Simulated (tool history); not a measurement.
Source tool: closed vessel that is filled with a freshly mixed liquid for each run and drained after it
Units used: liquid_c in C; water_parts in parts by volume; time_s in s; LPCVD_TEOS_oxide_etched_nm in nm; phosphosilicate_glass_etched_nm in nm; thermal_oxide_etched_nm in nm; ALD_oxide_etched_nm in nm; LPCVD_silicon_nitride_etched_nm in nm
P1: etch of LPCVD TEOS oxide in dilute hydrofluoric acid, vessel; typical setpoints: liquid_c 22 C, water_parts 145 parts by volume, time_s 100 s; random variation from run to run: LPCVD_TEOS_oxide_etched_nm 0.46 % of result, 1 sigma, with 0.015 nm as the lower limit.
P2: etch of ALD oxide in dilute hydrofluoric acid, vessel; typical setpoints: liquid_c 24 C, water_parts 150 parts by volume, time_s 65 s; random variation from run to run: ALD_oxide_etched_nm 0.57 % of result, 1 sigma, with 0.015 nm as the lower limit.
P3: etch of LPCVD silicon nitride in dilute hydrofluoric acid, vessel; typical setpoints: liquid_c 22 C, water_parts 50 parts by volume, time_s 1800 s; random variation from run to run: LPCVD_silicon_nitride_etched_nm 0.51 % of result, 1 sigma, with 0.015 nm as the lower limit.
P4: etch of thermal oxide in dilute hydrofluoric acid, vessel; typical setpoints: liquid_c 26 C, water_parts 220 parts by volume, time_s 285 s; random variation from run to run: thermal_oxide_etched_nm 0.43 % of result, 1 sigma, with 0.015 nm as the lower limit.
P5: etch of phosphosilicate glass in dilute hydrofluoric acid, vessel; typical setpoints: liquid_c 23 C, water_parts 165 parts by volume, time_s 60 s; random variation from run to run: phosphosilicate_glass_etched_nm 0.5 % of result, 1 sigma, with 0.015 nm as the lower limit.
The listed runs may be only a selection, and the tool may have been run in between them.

run   hour  process  liquid_c  water_parts  time_s  hours since the thermometer was replaced  hours since the hydrofluoric acid flow meter was replaced  LPCVD_TEOS_oxide_etched_nm  phosphosilicate_glass_etched_nm  thermal_oxide_etched_nm  ALD_oxide_etched_nm  LPCVD_silicon_nitride_etched_nm
  1    8.4       P1        22          145     100                                     551.7                                                      444.7                       34.25
  2   16.2       P5        23           65      60                                     559.5                                                      452.5                                                       124.01
  3     27       P1        22          145     100                                     570.3                                                      463.3                      34.451
  4   35.1       P4        26           40     285                                     578.4                                                      471.4                                                                                39.469
  5   46.4       P2        24          150      65                                     589.7                                                      482.7                                                                                                     11.082
  6   56.7       P3        22           50     855                                       600                                                        493                                                                                                                                      7.2234
  7     68       P1        22          145     100                                     611.3                                                      504.3                      34.289
  8   74.1       P5        23          165      60                                     617.4                                                      510.4                                                       43.102
  9   81.5       P3        22           90    1800                                     624.8                                                      517.8                                                                                                                                      8.5443
 10   91.4       P1        22          145     100                                     634.7                                                      527.7                      34.561
 11   98.1       P1        22          145     150                                     641.4                                                      534.4                      51.378
     104.6  -- thermometer replaced
 12  104.6       P2        24           25      65                                       0.1                                                      540.9                                                                                                     78.508
 13  114.4       P1        22          145     100                                       9.9                                                      550.7                      34.423
 14  122.5       P4        26          220     285                                        18                                                      558.8                                                                                5.7224
 15  131.2       P1        22          145      30                                      26.7                                                      567.5                      10.318
 16  142.2       P3        22           50    1800                                      37.7                                                      578.5                                                                                                                                       15.33
 17  148.7       P1        22           75     100                                      44.2                                                        585                      72.099
 18  157.1       P3      27.5           50    1800                                      52.6                                                      593.4                                                                                                                                      22.246
 19  169.4       P1        30          145     100                                      64.9                                                      605.7                       46.48
 20  181.7       P1        17          145     100                                      77.2                                                        618                      28.224
 21  187.7       P5      17.5          165      60                                      83.2                                                        624                                                       34.749
 22  196.3       P1        22           55     165                                      91.8                                                      632.6                      166.95
 23  207.1       P4        26          220     285                                     102.6                                                      643.4                                                                                5.6889
 24  215.9       P2        24          150      65                                     111.4                                                      652.2                                                                                                     10.984
 25  225.7       P1        22          145     100                                     121.2                                                        662                      34.202
 26  233.6       P4      21.5          220     285                                     129.1                                                      669.9                                                                                4.8728
 27    241       P2      29.5          150      65                                     136.5                                                      677.3                                                                                                     13.645
 28  248.7       P1        22          145     100                                     144.2                                                        685                      34.654
 29  255.6       P4        26          220      65                                     151.1                                                      691.9                                                                                1.3017
 30  263.7       P5        23          165      30                                     159.2                                                        700                                                       21.573
 31  274.3       P2        24          150     130                                     169.8                                                      710.6                                                                                                     22.182
 32  281.3       P1        22          250     100                                     176.8                                                      717.6                      17.853
 33  291.7       P1        22          145     100                                     187.2                                                        728                      34.302
 34  299.2       P1        22          145     100                                     194.7                                                      735.5                       35.33
 35  311.8       P1        22          145     100                                     207.3                                                      748.1                      35.956
 36  318.1       P1        22          145     100                                     213.6                                                      754.4                      35.693
 37  328.3       P1        22          145     100                                     223.8                                                      764.6                      36.152
 38    337       P1        22          145     100                                     232.5                                                      773.3                      36.427
 39  349.6       P1        22          145     100                                     245.1                                                      785.9                      36.554
 40  357.7       P1        22          145     100                                     253.2                                                        794                      36.658
 41  367.3       P1        22          145     100                                     262.8                                                      803.6                      36.729
 42    379       P1        22          145     100                                     274.5                                                      815.3                      36.636

P1 no longer gives what it gave before; its output has crept away from where it was. The following 2 causes, each at its listed size, fit the log equally well:
A: liquid hotter than its thermometer reads (K) = 1.63
B: hydrofluoric acid flow above the setpoint (%) = 5.63
The gradual shift began around hour 291.7.

The check runs listed below each take one wafer, and their results are still question marks. Under which run would the listed causes lead to clearly different results?
check 1  390.7       P3        22           85    1075                                                                                                                                                                                                                                                ?
check 2  390.7       P4      22.5           90     285                                                                                                                                                                                          ?
check 3  390.7       P2      28.5           30      65                                                                                                                                                                                                               ?
check 4  390.7       P5      19.5           75      60                                                                                                                                                                 ?

What every check run would give for each of its results, assuming each possible cause in turn:
  check                           result    if A    if B
check 1  LPCVD_silicon_nitride_etched_nm  6.0476  5.7214
check 2          thermal_oxide_etched_nm  15.224   15.15
check 3              ALD_oxide_etched_nm  83.153  82.463
check 4  phosphosilicate_glass_etched_nm  97.497  96.675
Separation of the two closest causes in each check, using whichever result separates them best: check 1 5.55 %; check 2 0.48 %; check 3 0.83 %; check 4 0.85 %
The causes can be told apart only by check 1. The other checks would give nearly the same results under each of them.

Check 1 has now been run. It gave: LPCVD_silicon_nitride_etched_nm 5.7467 nm. Which of the candidate causes is it?

The cause is B: hydrofluoric acid flow above the setpoint (%).
